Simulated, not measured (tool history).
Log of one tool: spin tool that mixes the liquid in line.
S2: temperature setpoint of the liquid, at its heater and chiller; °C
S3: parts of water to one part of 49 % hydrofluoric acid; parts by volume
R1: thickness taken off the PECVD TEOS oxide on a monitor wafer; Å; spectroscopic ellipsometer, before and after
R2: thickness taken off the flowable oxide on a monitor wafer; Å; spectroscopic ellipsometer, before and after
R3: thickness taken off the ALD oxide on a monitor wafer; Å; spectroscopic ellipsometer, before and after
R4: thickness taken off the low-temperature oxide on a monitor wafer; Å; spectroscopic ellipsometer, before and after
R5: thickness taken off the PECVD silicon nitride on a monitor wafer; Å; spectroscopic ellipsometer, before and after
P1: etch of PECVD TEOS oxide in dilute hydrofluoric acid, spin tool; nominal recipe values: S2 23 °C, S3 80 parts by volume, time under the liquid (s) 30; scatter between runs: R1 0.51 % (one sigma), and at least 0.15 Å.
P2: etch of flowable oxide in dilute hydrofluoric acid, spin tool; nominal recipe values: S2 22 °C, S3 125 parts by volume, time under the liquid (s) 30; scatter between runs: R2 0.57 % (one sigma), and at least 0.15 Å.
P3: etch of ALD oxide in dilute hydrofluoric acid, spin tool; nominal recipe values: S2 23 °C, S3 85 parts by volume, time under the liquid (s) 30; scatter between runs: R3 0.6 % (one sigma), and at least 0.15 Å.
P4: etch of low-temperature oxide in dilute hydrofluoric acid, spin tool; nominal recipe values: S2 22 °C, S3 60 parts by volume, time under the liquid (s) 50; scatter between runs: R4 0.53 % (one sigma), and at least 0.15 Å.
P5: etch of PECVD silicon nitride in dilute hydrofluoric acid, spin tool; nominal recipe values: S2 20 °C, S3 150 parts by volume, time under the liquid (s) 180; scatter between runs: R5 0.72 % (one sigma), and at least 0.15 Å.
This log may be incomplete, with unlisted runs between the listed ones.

run 1 hour=2.3 | process_that_ran=P1 S2=23 S3=80 time_under_the_liquid_(s)=30 | R1=59.328
run 2 hour=4.5 | process_that_ran=P2 S2=25.5 S3=125 time_under_the_liquid_(s)=30 | R2=106.06
run 3 hour=7.2 | process_that_ran=P2 S2=22 S3=125 time_under_the_liquid_(s)=30 | R2=93.51
run 4 hour=9.4 | process_that_ran=P1 S2=23 S3=140 time_under_the_liquid_(s)=30 | R1=31.733
run 5 hour=12.5 | process_that_ran=P3 S2=23 S3=85 time_under_the_liquid_(s)=30 | R3=60.166
run 6 hour=15.1 | process_that_ran=P4 S2=18.5 S3=60 time_under_the_liquid_(s)=50 | R4=84.997
run 7 hour=18.7 | process_that_ran=P1 S2=23 S3=80 time_under_the_liquid_(s)=30 | R1=59.401
run 8 hour=21.7 | process_that_ran=P4 S2=22 S3=60 time_under_the_liquid_(s)=50 | R4=98.854
run 9 hour=25.4 | process_that_ran=P1 S2=18.5 S3=80 time_under_the_liquid_(s)=45 | R1=73.451
run 10 hour=27.7 | process_that_ran=P5 S2=20 S3=150 time_under_the_liquid_(s)=325 | R5=58.405
run 11 hour=32.1 | process_that_ran=P4 S2=22 S3=60 time_under_the_liquid_(s)=95 | R4=186.55
run 12 hour=35.3 | process_that_ran=P2 S2=22 S3=220 time_under_the_liquid_(s)=30 | R2=47.968
run 13 hour=38.6 | process_that_ran=P5 S2=17 S3=150 time_under_the_liquid_(s)=180 | R5=26.011
run 14 hour=41.8 | process_that_ran=P3 S2=23 S3=25 time_under_the_liquid_(s)=30 | R3=224.13
run 15 hour=44.5 | process_that_ran=P1 S2=23 S3=105 time_under_the_liquid_(s)=15 | R1=21.775
run 16 hour=48.4 | process_that_ran=P5 S2=20 S3=70 time_under_the_liquid_(s)=180 | R5=67.869
run 17 hour=52.6 | process_that_ran=P1 S2=23 S3=80 time_under_the_liquid_(s)=30 | R1=59.068
run 18 hour=56.5 | process_that_ran=P1 S2=23 S3=80 time_under_the_liquid_(s)=15 | R1=30.071
run 19 hour=60.3 | process_that_ran=P5 S2=20 S3=150 time_under_the_liquid_(s)=180 | R5=32.587
run 20 hour=63.2 | process_that_ran=P1 S2=17 S3=80 time_under_the_liquid_(s)=30 | R1=46.748
run 21 hour=67.7 | process_that_ran=P3 S2=23 S3=85 time_under_the_liquid_(s)=50 | R3=101.92
run 22 hour=70.7 | process_that_ran=P1 S2=23 S3=80 time_under_the_liquid_(s)=30 | R1=59.509
run 23 hour=73.2 | process_that_ran=P2 S2=22 S3=125 time_under_the_liquid_(s)=60 | R2=185.96
run 24 hour=76.1 | process_that_ran=P4 S2=22 S3=60 time_under_the_liquid_(s)=50 | R4=97.93
run 25 hour=79.4 | process_that_ran=P1 S2=23 S3=80 time_under_the_liquid_(s)=45 | R1=88.317
run 26 hour=82.6 | process_that_ran=P1 S2=23 S3=50 time_under_the_liquid_(s)=30 | R1=97.837
run 27 hour=84.7 | process_that_ran=P1 S2=27.5 S3=80 time_under_the_liquid_(s)=30 | R1=70.737
run 28 hour=87.1 | process_that_ran=P1 S2=27 S3=80 time_under_the_liquid_(s)=50 | R1=115.75
run 29 hour=90.8 | process_that_ran=P4 S2=22 S3=90 time_under_the_liquid_(s)=50 | R4=63.151
run 30 hour=95.2 | process_that_ran=P1 S2=23 S3=80 time_under_the_liquid_(s)=30 | R1=58.976
run 31 hour=97.6 | process_that_ran=P3 S2=27 S3=85 time_under_the_liquid_(s)=30 | R3=71.234
run 32 hour=102.1 | process_that_ran=P5 S2=20 S3=150 time_under_the_liquid_(s)=180 | R5=32.002
run 33 hour=104.2 | process_that_ran=P1 S2=23 S3=80 time_under_the_liquid_(s)=30 | R1=58.984
run 34 hour=108.2 | process_that_ran=P1 S2=23 S3=80 time_under_the_liquid_(s)=30 | R1=61.216
run 35 hour=112.6 | process_that_ran=P1 S2=23 S3=80 time_under_the_liquid_(s)=30 | R1=62.067
run 36 hour=116.4 | process_that_ran=P1 S2=23 S3=80 time_under_the_liquid_(s)=30 | R1=62.716
run 37 hour=118.6 | process_that_ran=P1 S2=23 S3=80 time_under_the_liquid_(s)=30 | R1=62.657
run 38 hour=122.3 | process_that_ran=P1 S2=23 S3=80 time_under_the_liquid_(s)=30 | R1=63.12
run 39 hour=126.9 | process_that_ran=P1 S2=23 S3=80 time_under_the_liquid_(s)=30 | R1=63.248

The log shows P1 creeping away from where it was. Any of the 2 causes listed here, at the size stated for it, fits the log just as well as the others:
A: hydrofluoric acid flow above the setpoint (%) = 5.84
B: liquid hotter than its thermometer reads (K) = 1.55
Creep in the process output first set in at about hour 104.2.

You are offered 4 check runs, listed below with question marks in place of their results; each one averages 2 wafers. Which run separates the listed causes by giving clearly different results for each?
run check 1 hour=131.5 | process_that_ran=P4 S2=22 S3=60 time_under_the_liquid_(s)=50 | R4=?
run check 2 hour=131.5 | process_that_ran=P3 S2=23 S3=85 time_under_the_liquid_(s)=30 | R3=?
run check 3 hour=131.5 | process_that_ran=P2 S2=22 S3=125 time_under_the_liquid_(s)=30 | R2=?
run check 4 hour=131.5 | process_that_ran=P5 S2=20 S3=150 time_under_the_liquid_(s)=180 | R5=?

What every check run would give for each of its results, assuming each possible cause in turn:
check=check_1 result=R4 if_A=104.76 if_B=105.08
check=check_2 result=R3 if_A=64.567 if_B=64.546
check=check_3 result=R2 if_A=99.503 if_B=99.146
check=check_4 result=R5 if_A=34.108 if_B=35.768
Per-check spread between the two closest causes, in the result where they differ most: check 1 0.3 %; check 2 0.03 %; check 3 0.36 %; check 4 4.75 %
Check 4 distinguishes between the causes, while the remaining checks would return nearly the same result for all of them.

Check 4 was carried out, with these results: R5 35.852 Å. Which of the listed causes is responsible?

The correct cause is B, namely: liquid hotter than its thermometer reads (K).

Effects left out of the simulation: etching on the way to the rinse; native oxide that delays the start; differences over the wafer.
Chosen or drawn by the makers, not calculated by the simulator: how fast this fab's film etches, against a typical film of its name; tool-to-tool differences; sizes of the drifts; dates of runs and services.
